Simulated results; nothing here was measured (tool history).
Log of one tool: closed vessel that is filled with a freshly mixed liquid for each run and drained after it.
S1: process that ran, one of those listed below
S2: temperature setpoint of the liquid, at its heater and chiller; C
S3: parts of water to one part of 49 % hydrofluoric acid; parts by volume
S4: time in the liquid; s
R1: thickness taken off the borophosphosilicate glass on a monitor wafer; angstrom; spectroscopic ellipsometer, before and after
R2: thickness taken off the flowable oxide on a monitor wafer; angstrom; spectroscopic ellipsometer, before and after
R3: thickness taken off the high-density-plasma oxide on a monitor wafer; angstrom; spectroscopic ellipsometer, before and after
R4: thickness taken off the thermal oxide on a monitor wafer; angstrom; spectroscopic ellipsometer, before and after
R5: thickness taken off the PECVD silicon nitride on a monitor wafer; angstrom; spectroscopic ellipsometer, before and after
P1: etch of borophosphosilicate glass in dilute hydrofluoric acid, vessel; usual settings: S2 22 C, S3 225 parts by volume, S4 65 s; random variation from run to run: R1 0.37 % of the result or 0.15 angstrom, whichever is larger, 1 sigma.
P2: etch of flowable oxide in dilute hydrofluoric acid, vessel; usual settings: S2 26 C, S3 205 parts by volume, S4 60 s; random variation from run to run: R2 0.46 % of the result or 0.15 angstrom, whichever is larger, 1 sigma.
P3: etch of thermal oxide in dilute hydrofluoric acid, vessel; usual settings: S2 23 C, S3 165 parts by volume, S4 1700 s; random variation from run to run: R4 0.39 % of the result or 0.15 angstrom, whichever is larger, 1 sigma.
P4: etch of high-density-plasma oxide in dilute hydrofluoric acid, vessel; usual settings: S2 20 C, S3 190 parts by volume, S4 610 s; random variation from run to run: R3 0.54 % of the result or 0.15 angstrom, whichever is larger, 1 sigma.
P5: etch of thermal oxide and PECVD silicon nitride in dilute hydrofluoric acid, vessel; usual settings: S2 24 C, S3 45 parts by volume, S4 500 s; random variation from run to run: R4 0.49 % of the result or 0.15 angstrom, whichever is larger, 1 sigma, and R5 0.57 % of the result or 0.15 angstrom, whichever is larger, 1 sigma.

run 1 hour=5.4 | S1=P1 S2=22 S3=225 S4=65 | R1=110.25
run 2 hour=13.5 | S1=P2 S2=32 S3=205 S4=60 | R2=206.46
run 3 hour=18.7 | S1=P1 S2=26 S3=225 S4=65 | R1=126.78
run 4 hour=27 | S1=P4 S2=20 S3=110 S4=610 | R3=315.73
-- hour=33.9 thermometer replaced
run 5 hour=35.2 | S1=P1 S2=22 S3=225 S4=65 | R1=109.17
run 6 hour=38.9 | S1=P3 S2=23 S3=165 S4=1700 | R4=407.5
run 7 hour=43.7 | S1=P1 S2=28.5 S3=225 S4=100 | R1=212.35
run 8 hour=48.5 | S1=P2 S2=26 S3=290 S4=60 | R2=107.86
run 9 hour=53.6 | S1=P1 S2=22 S3=225 S4=110 | R1=185.01
run 10 hour=59 | S1=P5 S2=24 S3=45 S4=500 | R4=575.52 R5=190.23
run 11 hour=62.7 | S1=P5 S2=30 S3=45 S4=500 | R4=730.66 R5=282.57
run 12 hour=69.7 | S1=P1 S2=22 S3=225 S4=65 | R1=109.93
run 13 hour=77.2 | S1=P1 S2=22 S3=225 S4=65 | R1=109.33
run 14 hour=81.9 | S1=P1 S2=22 S3=360 S4=65 | R1=60.391
run 15 hour=89.6 | S1=P1 S2=22 S3=225 S4=35 | R1=59.119
run 16 hour=95.4 | S1=P4 S2=20 S3=190 S4=610 | R3=168.15
run 17 hour=100.9 | S1=P3 S2=23 S3=165 S4=225 | R4=54.059
run 18 hour=107.9 | S1=P2 S2=26 S3=205 S4=60 | R2=168.34
run 19 hour=114.4 | S1=P4 S2=20 S3=190 S4=945 | R3=259.57
run 20 hour=118.8 | S1=P4 S2=17 S3=190 S4=610 | R3=149.63
run 21 hour=124.2 | S1=P1 S2=22 S3=40 S4=65 | R1=757.17
run 22 hour=132.5 | S1=P3 S2=23 S3=270 S4=1700 | R4=224.93
run 23 hour=138.2 | S1=P1 S2=17 S3=225 S4=30 | R1=41.46
run 24 hour=144.6 | S1=P2 S2=26 S3=205 S4=60 | R2=167.79
run 25 hour=150.1 | S1=P5 S2=24 S3=45 S4=500 | R4=576.37 R5=190.82
run 26 hour=158.3 | S1=P3 S2=29 S3=165 S4=1700 | R4=510.47
run 27 hour=165.8 | S1=P5 S2=24 S3=75 S4=500 | R4=335.26 R5=116.21
run 28 hour=171.1 | S1=P1 S2=17 S3=225 S4=65 | R1=90.456
run 29 hour=179.1 | S1=P5 S2=24 S3=45 S4=245 | R4=282.36 R5=93.217
run 30 hour=185.7 | S1=P1 S2=22 S3=225 S4=65 | R1=109.24
run 31 hour=190 | S1=P4 S2=20 S3=190 S4=610 | R3=166.82
run 32 hour=197.3 | S1=P2 S2=26 S3=205 S4=30 | R2=84.559
run 33 hour=201.3 | S1=P1 S2=22 S3=225 S4=65 | R1=109.86
run 34 hour=205 | S1=P1 S2=22 S3=225 S4=65 | R1=111.5
run 35 hour=211.4 | S1=P1 S2=22 S3=225 S4=65 | R1=114.79
run 36 hour=219 | S1=P1 S2=22 S3=225 S4=65 | R1=115.95
run 37 hour=222.9 | S1=P1 S2=22 S3=225 S4=65 | R1=117.15
run 38 hour=228.4 | S1=P1 S2=22 S3=225 S4=65 | R1=117.58
run 39 hour=232.3 | S1=P1 S2=22 S3=225 S4=65 | R1=117.91
run 40 hour=239.9 | S1=P1 S2=22 S3=225 S4=65 | R1=118.72
run 41 hour=248.2 | S1=P1 S2=22 S3=225 S4=65 | R1=118.49
run 42 hour=253.2 | S1=P1 S2=22 S3=225 S4=65 | R1=118.87
run 43 hour=261.3 | S1=P1 S2=22 S3=225 S4=65 | R1=119.16
run 44 hour=269.1 | S1=P1 S2=22 S3=225 S4=65 | R1=119.88

What P1 gives has crept away from where it was. These 2 causes fit the log equally well, each at the size given:
A: liquid hotter than its thermometer reads (K) = 2.39
B: hydrofluoric acid flow above the setpoint (%) = 7.44
The creep began at about hour 201.3.

4 check runs are offered, one wafer each, their results left as question marks. Which one tells the causes apart?
run check 1 hour=276.9 | S1=P2 S2=26 S3=205 S4=60 | R2=?
run check 2 hour=276.9 | S1=P3 S2=23 S3=165 S4=1700 | R4=?
run check 3 hour=276.9 | S1=P5 S2=24 S3=45 S4=500 | R4=? R5=?
run check 4 hour=276.9 | S1=P4 S2=20 S3=190 S4=610 | R3=?

What each check would give under each cause:
check=check_1 result=R2 if_A=182.88 if_B=183.4
check=check_2 result=R4 if_A=446.85 if_B=444.25
check=check_3 result=R4 if_A=635.68 if_B=621.96
check=check_3 result=R5 if_A=224.18 if_B=204.88
check=check_4 result=R3 if_A=183.68 if_B=182.45
How far apart the two closest causes lie, in the result that separates them most: check 1 0.28 %; check 2 0.58 %; check 3 9 %; check 4 0.67 %
Only check 3 tells the causes apart: in the others they would give nearly the same result.

Then check 3 was run and gave: R4 638.66 angstrom; R5 225.2 angstrom. Which cause is it?

It is A: liquid hotter than its thermometer reads (K).
